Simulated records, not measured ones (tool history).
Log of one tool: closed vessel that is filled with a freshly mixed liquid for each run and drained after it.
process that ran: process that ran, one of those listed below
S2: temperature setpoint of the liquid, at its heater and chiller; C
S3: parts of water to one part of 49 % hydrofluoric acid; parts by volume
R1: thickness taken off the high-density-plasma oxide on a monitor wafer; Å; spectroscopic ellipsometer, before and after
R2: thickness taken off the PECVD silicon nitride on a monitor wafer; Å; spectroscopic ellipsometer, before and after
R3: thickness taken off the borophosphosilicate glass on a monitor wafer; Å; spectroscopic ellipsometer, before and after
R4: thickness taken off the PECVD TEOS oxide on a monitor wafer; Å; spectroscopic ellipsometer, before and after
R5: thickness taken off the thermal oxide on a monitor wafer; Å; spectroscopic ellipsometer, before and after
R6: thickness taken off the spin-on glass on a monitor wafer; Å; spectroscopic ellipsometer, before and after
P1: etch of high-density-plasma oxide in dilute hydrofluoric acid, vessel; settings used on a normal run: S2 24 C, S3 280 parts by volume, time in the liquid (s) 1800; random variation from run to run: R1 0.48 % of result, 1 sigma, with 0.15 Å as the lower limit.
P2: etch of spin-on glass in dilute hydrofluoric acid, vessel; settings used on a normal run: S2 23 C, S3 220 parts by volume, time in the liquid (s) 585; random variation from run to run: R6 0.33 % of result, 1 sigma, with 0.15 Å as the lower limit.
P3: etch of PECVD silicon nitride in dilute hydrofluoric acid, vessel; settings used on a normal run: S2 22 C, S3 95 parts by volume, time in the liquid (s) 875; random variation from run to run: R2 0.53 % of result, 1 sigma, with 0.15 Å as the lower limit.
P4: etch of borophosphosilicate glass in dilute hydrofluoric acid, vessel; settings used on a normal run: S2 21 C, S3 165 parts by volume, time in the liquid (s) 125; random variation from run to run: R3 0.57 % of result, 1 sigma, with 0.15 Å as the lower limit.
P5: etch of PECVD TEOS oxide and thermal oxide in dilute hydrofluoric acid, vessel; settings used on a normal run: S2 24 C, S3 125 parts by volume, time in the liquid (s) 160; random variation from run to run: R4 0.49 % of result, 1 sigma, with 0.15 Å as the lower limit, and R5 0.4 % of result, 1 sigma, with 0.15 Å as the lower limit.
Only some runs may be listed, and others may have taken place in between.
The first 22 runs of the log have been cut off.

Run 23, hour 294: process that ran P1, S2 24 C, S3 280 parts by volume, time in the liquid (s) 3270. Result: R1 730.62 Å.
Run 24, hour 304.8: process that ran P1, S2 24 C, S3 280 parts by volume, time in the liquid (s) 1800. Result: R1 406.44 Å.
Run 25, hour 315.5: process that ran P1, S2 24 C, S3 280 parts by volume, time in the liquid (s) 1800. Result: R1 406.14 Å.
Run 26, hour 331.1: process that ran P3, S2 22 C, S3 95 parts by volume, time in the liquid (s) 875. Result: R2 422.6 Å.
Run 27, hour 347.5: process that ran P3, S2 22 C, S3 95 parts by volume, time in the liquid (s) 875. Result: R2 423.18 Å.
Run 28, hour 362.3: process that ran P4, S2 21 C, S3 35 parts by volume, time in the liquid (s) 125. Result: R3 1654.4 Å.
Run 29, hour 373.1: process that ran P3, S2 22 C, S3 95 parts by volume, time in the liquid (s) 160. Result: R2 78.135 Å.
Run 30, hour 389.5: process that ran P1, S2 24 C, S3 280 parts by volume, time in the liquid (s) 1800. Result: R1 403.29 Å.

Run 31 has not been measured yet. What should we expect?
Run 31, hour 403.3: process that ran P5, S2 24 C, S3 80 parts by volume, time in the liquid (s) 160. Result: R4 ?, R5 ?.

Run 31 came out at R4 533.18 Å, R5 95.657 Å.

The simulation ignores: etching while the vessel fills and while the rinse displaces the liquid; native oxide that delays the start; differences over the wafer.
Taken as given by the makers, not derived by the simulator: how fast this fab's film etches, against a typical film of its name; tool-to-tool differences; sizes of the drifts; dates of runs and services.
